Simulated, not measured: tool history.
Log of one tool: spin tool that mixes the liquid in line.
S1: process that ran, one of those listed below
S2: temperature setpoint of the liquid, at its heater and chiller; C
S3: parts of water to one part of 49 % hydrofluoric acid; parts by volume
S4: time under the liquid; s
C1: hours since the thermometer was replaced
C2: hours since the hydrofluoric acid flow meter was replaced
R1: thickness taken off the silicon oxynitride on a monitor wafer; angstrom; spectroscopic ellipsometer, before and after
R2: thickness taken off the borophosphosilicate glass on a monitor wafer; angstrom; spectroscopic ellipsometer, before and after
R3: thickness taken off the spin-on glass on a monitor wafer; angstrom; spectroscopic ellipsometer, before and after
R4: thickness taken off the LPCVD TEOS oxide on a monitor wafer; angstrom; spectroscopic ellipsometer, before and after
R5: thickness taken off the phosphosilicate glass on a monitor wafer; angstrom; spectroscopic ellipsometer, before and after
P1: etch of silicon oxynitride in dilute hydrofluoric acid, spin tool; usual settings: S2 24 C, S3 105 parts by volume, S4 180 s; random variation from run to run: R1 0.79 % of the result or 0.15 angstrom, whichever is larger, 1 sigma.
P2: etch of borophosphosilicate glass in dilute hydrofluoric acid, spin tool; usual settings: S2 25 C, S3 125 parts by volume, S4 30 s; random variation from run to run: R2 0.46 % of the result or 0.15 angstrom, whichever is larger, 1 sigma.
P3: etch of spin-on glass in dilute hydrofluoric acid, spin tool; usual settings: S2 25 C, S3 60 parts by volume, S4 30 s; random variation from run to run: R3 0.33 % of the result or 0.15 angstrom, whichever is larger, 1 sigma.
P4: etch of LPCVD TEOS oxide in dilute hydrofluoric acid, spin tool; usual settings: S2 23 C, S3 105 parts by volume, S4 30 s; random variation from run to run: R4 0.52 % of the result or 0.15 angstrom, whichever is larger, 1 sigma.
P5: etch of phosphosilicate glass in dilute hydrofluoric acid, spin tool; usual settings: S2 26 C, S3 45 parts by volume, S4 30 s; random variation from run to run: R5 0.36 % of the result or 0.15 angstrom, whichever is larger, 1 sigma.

| run | day | S1 | S2 | S3 | S4 | C1 | C2 | R1 | R2 | R3 | R4 | R5 |
|---|---|---|---|---|---|---|---|---|---|---|---|---|
| 1 | 0.612 | P1 | 24 | 105 | 180 | 1699.1 | 1236.7 | 33.592 |  |  |  |  |
| 2 | 1.033 | P2 | 25 | 220 | 30 | 1709.2 | 1246.8 |  | 73.044 |  |  |  |
| 3 | 1.354 | P3 | 25 | 20 | 30 | 1716.9 | 1254.5 |  |  | 361.26 |  |  |
| 4 | 1.929 | P1 | 24 | 105 | 180 | 1730.7 | 1268.3 | 34.086 |  |  |  |  |
| 5 | 2.55 | P4 | 23 | 20 | 30 | 1745.6 | 1283.2 |  |  |  | 683.28 |  |
| 6 | 2.85 | P1 | 24 | 170 | 180 | 1752.8 | 1290.4 | 19.936 |  |  |  |  |
| 7 | 3.471 | P2 | 17.5 | 125 | 30 | 1767.7 | 1305.3 |  | 104.81 |  |  |  |
| 8 | 4.029 | P2 | 25 | 125 | 30 | 1781.1 | 1318.7 |  | 142.48 |  |  |  |
| 9 | 4.529 | P1 | 30 | 155 | 180 | 1793.1 | 1330.7 | 28.984 |  |  |  |  |
| 10 | 5.158 | P1 | 24 | 105 | 180 | 1808.2 | 1345.8 | 34.087 |  |  |  |  |
| 11 | 5.538 | P1 | 24 | 105 | 285 | 1817.3 | 1354.9 | 53.496 |  |  |  |  |
| 12 | 6.004 | P1 | 24 | 105 | 180 | 1828.5 | 1366.1 | 34.247 |  |  |  |  |
| 13 | 6.3 | P5 | 26 | 65 | 30 | 1835.6 | 1373.2 |  |  |  |  | 501.57 |
| 14 | 6.808 | P4 | 23 | 105 | 15 | 1847.8 | 1385.4 |  |  |  | 57.709 |  |
| 15 | 7.262 | P1 | 20 | 105 | 180 | 1858.7 | 1396.3 | 28.147 |  |  |  |  |
| 16 | 7.638 | P1 | 24 | 105 | 50 | 1867.7 | 1405.3 | 9.1801 |  |  |  |  |
| 17 | 8.125 | P1 | 31.5 | 105 | 180 | 1879.4 | 1417 | 48.036 |  |  |  |  |
| 18 | 8.667 | P2 | 25 | 125 | 30 | 1892.4 | 1430 |  | 143.05 |  |  |  |
|  | 8.992 | hydrofluoric acid flow meter replaced |
| 19 | 9.021 | P3 | 25 | 60 | 15 | 1900.9 | 0.8 |  |  | 56.321 |  |  |
| 20 | 9.521 | P1 | 24 | 105 | 180 | 1912.9 | 12.8 | 34.137 |  |  |  |  |
| 21 | 10.017 | P3 | 32.5 | 60 | 30 | 1924.8 | 24.7 |  |  | 152.69 |  |  |
| 22 | 10.583 | P5 | 26 | 45 | 15 | 1938.4 | 38.3 |  |  |  |  | 373.92 |
| 23 | 10.971 | P2 | 25 | 125 | 50 | 1947.7 | 47.6 |  | 235.92 |  |  |  |
| 24 | 11.512 | P1 | 24 | 25 | 180 | 1960.7 | 60.6 | 153.16 |  |  |  |  |
| 25 | 12.138 | P4 | 17 | 105 | 30 | 1975.7 | 75.6 |  |  |  | 90.663 |  |
| 26 | 12.508 | P5 | 26 | 45 | 30 | 1984.6 | 84.5 |  |  |  |  | 747.38 |
| 27 | 13.1 | P4 | 23 | 105 | 30 | 1998.8 | 98.7 |  |  |  | 115.84 |  |
| 28 | 13.412 | P5 | 18 | 45 | 30 | 2006.3 | 106.2 |  |  |  |  | 534.56 |
| 29 | 13.762 | P3 | 25 | 60 | 30 | 2014.7 | 114.6 |  |  | 113.51 |  |  |
| 30 | 14.042 | P1 | 24 | 105 | 180 | 2021.4 | 121.3 | 34.148 |  |  |  |  |

Run 31 comes next. What will it give?
| 31 | 14.633 | P1 | 24 | 105 | 180 | 2035.6 | 135.5 | ? |  |  |  |  |

{"run 31": {"R1": 35.924}}
